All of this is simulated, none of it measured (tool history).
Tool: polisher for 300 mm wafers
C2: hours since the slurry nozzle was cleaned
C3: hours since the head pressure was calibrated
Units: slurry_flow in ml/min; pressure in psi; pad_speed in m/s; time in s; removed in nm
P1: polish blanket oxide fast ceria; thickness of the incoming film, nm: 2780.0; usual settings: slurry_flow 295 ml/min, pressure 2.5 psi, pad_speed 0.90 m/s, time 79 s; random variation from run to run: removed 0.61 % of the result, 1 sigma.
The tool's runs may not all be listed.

{"run": 1, "hour": 10.7, "slurry_flow": 295, "pressure": 2.5, "pad_speed": 0.9, "time": 79, "wafers polished on this pad": 548, "C2": 375.4, "C3": 282.0, "removed": 1063.8}
{"run": 2, "hour": 17.0, "slurry_flow": 295, "pressure": 2.5, "pad_speed": 1.4, "time": 79, "wafers polished on this pad": 621, "C2": 381.7, "C3": 288.3, "removed": 1647.3}
{"run": 3, "hour": 27.6, "slurry_flow": 295, "pressure": 2.5, "pad_speed": 0.9, "time": 79, "wafers polished on this pad": 742, "C2": 392.3, "C3": 298.9, "removed": 1059.3}
{"run": 4, "hour": 38.1, "slurry_flow": 295, "pressure": 2.5, "pad_speed": 0.42, "time": 79, "wafers polished on this pad": 863, "C2": 402.8, "C3": 309.4, "removed": 492.56}
{"run": 5, "hour": 49.5, "slurry_flow": 415, "pressure": 2.5, "pad_speed": 0.9, "time": 79, "wafers polished on this pad": 994, "C2": 414.2, "C3": 320.8, "removed": 1080.1}
{"run": 6, "hour": 56.5, "slurry_flow": 295, "pressure": 2.5, "pad_speed": 0.9, "time": 37, "wafers polished on this pad": 1074, "C2": 421.2, "C3": 327.8, "removed": 498.41}
{"run": 7, "hour": 66.4, "slurry_flow": 295, "pressure": 2.5, "pad_speed": 0.9, "time": 79, "wafers polished on this pad": 1188, "C2": 431.1, "C3": 337.7, "removed": 1065.5}
{"run": 8, "hour": 73.9, "slurry_flow": 295, "pressure": 2.5, "pad_speed": 0.9, "time": 118, "wafers polished on this pad": 1274, "C2": 438.6, "C3": 345.2, "removed": 1584.2}
{"run": 9, "hour": 83.5, "slurry_flow": 295, "pressure": 2.5, "pad_speed": 0.9, "time": 79, "wafers polished on this pad": 1384, "C2": 448.2, "C3": 354.8, "removed": 1050.6}
{"run": 10, "hour": 95.4, "slurry_flow": 295, "pressure": 1.1, "pad_speed": 0.9, "time": 44, "wafers polished on this pad": 1521, "C2": 460.1, "C3": 366.7, "removed": 258.55}
{"run": 11, "hour": 101.5, "slurry_flow": 295, "pressure": 2.5, "pad_speed": 0.9, "time": 79, "wafers polished on this pad": 1591, "C2": 466.2, "C3": 372.8, "removed": 1062.9}
{"run": 12, "hour": 108.1, "slurry_flow": 295, "pressure": 4.0, "pad_speed": 0.9, "time": 79, "wafers polished on this pad": 1666, "C2": 472.8, "C3": 379.4, "removed": 1686.5}
{"run": 13, "hour": 115.1, "slurry_flow": 175, "pressure": 2.5, "pad_speed": 0.9, "time": 79, "wafers polished on this pad": 1747, "C2": 479.8, "C3": 386.4, "removed": 995.17}
{"run": 14, "hour": 127.1, "slurry_flow": 295, "pressure": 1.6, "pad_speed": 0.9, "time": 79, "wafers polished on this pad": 1884, "C2": 491.8, "C3": 398.4, "removed": 676.24}
{"hour": 130.6, "done": "slurry nozzle cleaned"}
{"run": 15, "hour": 137.3, "slurry_flow": 295, "pressure": 2.5, "pad_speed": 0.9, "time": 79, "wafers polished on this pad": 2002, "C2": 6.7, "C3": 408.6, "removed": 1063.3}
{"run": 16, "hour": 148.1, "slurry_flow": 295, "pressure": 2.5, "pad_speed": 0.9, "time": 79, "wafers polished on this pad": 2126, "C2": 17.5, "C3": 419.4, "removed": 1062.8}

The next listed run, before its measurement:
{"run": 17, "hour": 154.0, "slurry_flow": 295, "pressure": 2.5, "pad_speed": 0.9, "time": 79, "wafers polished on this pad": 2193, "C2": 23.4, "C3": 425.3, "removed": "?"}

removed: 1041.00 nm
